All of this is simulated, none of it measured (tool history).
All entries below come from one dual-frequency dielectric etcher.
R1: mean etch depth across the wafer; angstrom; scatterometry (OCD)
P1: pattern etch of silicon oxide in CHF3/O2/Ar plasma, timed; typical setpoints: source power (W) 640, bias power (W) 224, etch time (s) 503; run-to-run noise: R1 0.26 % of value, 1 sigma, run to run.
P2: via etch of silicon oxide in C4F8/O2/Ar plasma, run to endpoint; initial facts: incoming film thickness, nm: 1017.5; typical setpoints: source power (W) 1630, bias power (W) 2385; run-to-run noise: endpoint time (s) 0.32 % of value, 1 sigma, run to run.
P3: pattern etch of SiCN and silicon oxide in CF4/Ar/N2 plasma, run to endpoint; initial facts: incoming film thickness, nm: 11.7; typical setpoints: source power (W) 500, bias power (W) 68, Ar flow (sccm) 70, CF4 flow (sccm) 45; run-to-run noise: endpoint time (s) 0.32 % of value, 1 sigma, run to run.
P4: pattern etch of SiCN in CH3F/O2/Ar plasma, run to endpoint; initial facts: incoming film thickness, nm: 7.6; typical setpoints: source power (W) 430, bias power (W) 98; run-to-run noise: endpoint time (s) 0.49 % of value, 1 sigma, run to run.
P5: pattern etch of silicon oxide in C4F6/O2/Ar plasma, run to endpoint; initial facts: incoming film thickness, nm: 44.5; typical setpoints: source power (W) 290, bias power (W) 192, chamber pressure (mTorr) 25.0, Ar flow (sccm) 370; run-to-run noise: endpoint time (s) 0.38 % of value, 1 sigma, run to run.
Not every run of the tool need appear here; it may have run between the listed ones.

run 1 hour=8.0 | process_that_ran=P1 source_power_(W)=640 bias_power_(W)=224 etch_time_(s)=503 | R1=10678.0
run 2 hour=19.1 | process_that_ran=P3 source_power_(W)=500 bias_power_(W)=87 Ar_flow_(sccm)=70 CF4_flow_(sccm)=45 | endpoint_time_(s)=11.746
run 3 hour=29.9 | process_that_ran=P5 source_power_(W)=290 bias_power_(W)=192 Ar_flow_(sccm)=370 chamber_pressure_(mTorr)=30.5 | endpoint_time_(s)=16.708
run 4 hour=39.4 | process_that_ran=P1 source_power_(W)=640 bias_power_(W)=158 etch_time_(s)=503 | R1=9511.6
run 5 hour=45.1 | process_that_ran=P1 source_power_(W)=640 bias_power_(W)=273 etch_time_(s)=503 | R1=11423.0
run 6 hour=52.2 | process_that_ran=P5 source_power_(W)=400 bias_power_(W)=192 Ar_flow_(sccm)=370 chamber_pressure_(mTorr)=25.0 | endpoint_time_(s)=14.354
run 7 hour=61.2 | process_that_ran=P2 source_power_(W)=1630 bias_power_(W)=2385 | endpoint_time_(s)=212.800
run 8 hour=69.2 | process_that_ran=P3 source_power_(W)=500 bias_power_(W)=68 Ar_flow_(sccm)=70 CF4_flow_(sccm)=63 | endpoint_time_(s)=12.097
run 9 hour=79.5 | process_that_ran=P1 source_power_(W)=640 bias_power_(W)=224 etch_time_(s)=503 | R1=10619.0
run 10 hour=89.0 | process_that_ran=P3 source_power_(W)=500 bias_power_(W)=68 Ar_flow_(sccm)=70 CF4_flow_(sccm)=45 | endpoint_time_(s)=12.788
run 11 hour=95.4 | process_that_ran=P2 source_power_(W)=1630 bias_power_(W)=2385 | endpoint_time_(s)=212.850
run 12 hour=103.3 | process_that_ran=P2 source_power_(W)=1630 bias_power_(W)=1679 | endpoint_time_(s)=235.780
run 13 hour=108.6 | process_that_ran=P1 source_power_(W)=640 bias_power_(W)=224 etch_time_(s)=503 | R1=10624.0
run 14 hour=115.1 | process_that_ran=P1 source_power_(W)=640 bias_power_(W)=224 etch_time_(s)=503 | R1=10598.0
run 15 hour=125.7 | process_that_ran=P5 source_power_(W)=290 bias_power_(W)=268 Ar_flow_(sccm)=370 chamber_pressure_(mTorr)=25.0 | endpoint_time_(s)=14.450
run 16 hour=134.7 | process_that_ran=P4 source_power_(W)=320 bias_power_(W)=98 | endpoint_time_(s)=19.693
run 17 hour=140.6 | process_that_ran=P1 source_power_(W)=840 bias_power_(W)=224 etch_time_(s)=503 | R1=11867.0
run 18 hour=150.2 | process_that_ran=P1 source_power_(W)=640 bias_power_(W)=224 etch_time_(s)=329 | R1=6990.1
run 19 hour=156.6 | process_that_ran=P1 source_power_(W)=390 bias_power_(W)=224 etch_time_(s)=744 | R1=13168.0
run 20 hour=162.9 | process_that_ran=P3 source_power_(W)=500 bias_power_(W)=68 Ar_flow_(sccm)=97 CF4_flow_(sccm)=45 | endpoint_time_(s)=13.409
run 21 hour=172.0 | process_that_ran=P2 source_power_(W)=2270 bias_power_(W)=2385 | endpoint_time_(s)=186.880
run 22 hour=177.9 | process_that_ran=P1 source_power_(W)=640 bias_power_(W)=224 etch_time_(s)=503 | R1=10631.0
run 23 hour=185.6 | process_that_ran=P1 source_power_(W)=640 bias_power_(W)=224 etch_time_(s)=503 | R1=10598.0
run 24 hour=190.8 | process_that_ran=P1 source_power_(W)=640 bias_power_(W)=224 etch_time_(s)=645 | R1=13627.0
run 25 hour=198.5 | process_that_ran=P1 source_power_(W)=510 bias_power_(W)=224 etch_time_(s)=503 | R1=9765.4
run 26 hour=208.3 | process_that_ran=P1 source_power_(W)=640 bias_power_(W)=224 etch_time_(s)=503 | R1=10668.0
run 27 hour=213.2 | process_that_ran=P5 source_power_(W)=290 bias_power_(W)=192 Ar_flow_(sccm)=370 chamber_pressure_(mTorr)=25.0 | endpoint_time_(s)=16.156
run 28 hour=219.8 | process_that_ran=P4 source_power_(W)=430 bias_power_(W)=66 | endpoint_time_(s)=20.320
run 29 hour=230.9 | process_that_ran=P4 source_power_(W)=430 bias_power_(W)=98 | endpoint_time_(s)=17.658
run 30 hour=236.9 | process_that_ran=P5 source_power_(W)=290 bias_power_(W)=192 Ar_flow_(sccm)=487 chamber_pressure_(mTorr)=25.0 | endpoint_time_(s)=16.695
run 31 hour=244.2 | process_that_ran=P3 source_power_(W)=620 bias_power_(W)=68 Ar_flow_(sccm)=70 CF4_flow_(sccm)=45 | endpoint_time_(s)=10.485
run 32 hour=250.8 | process_that_ran=P1 source_power_(W)=640 bias_power_(W)=224 etch_time_(s)=503 | R1=10695.0
run 33 hour=256.4 | process_that_ran=P1 source_power_(W)=640 bias_power_(W)=224 etch_time_(s)=503 | R1=10672.0
run 34 hour=265.0 | process_that_ran=P1 source_power_(W)=640 bias_power_(W)=224 etch_time_(s)=503 | R1=10603.0
run 35 hour=270.7 | process_that_ran=P1 source_power_(W)=640 bias_power_(W)=224 etch_time_(s)=503 | R1=10562.0
-- hour=274.1 wet clean of the chamber
run 36 hour=278.5 | process_that_ran=P1 source_power_(W)=640 bias_power_(W)=224 etch_time_(s)=503 | R1=10584.0
run 37 hour=284.0 | process_that_ran=P1 source_power_(W)=640 bias_power_(W)=224 etch_time_(s)=503 | R1=10508.0
run 38 hour=295.2 | process_that_ran=P1 source_power_(W)=640 bias_power_(W)=224 etch_time_(s)=503 | R1=10541.0
run 39 hour=300.1 | process_that_ran=P1 source_power_(W)=640 bias_power_(W)=224 etch_time_(s)=503 | R1=10540.0
run 40 hour=306.5 | process_that_ran=P1 source_power_(W)=640 bias_power_(W)=224 etch_time_(s)=503 | R1=10512.0

What does the tool deliver on the next run?
run 41 hour=314.4 | process_that_ran=P1 source_power_(W)=640 bias_power_(W)=224 etch_time_(s)=503 | R1=?

R1: 10456.0 angstrom

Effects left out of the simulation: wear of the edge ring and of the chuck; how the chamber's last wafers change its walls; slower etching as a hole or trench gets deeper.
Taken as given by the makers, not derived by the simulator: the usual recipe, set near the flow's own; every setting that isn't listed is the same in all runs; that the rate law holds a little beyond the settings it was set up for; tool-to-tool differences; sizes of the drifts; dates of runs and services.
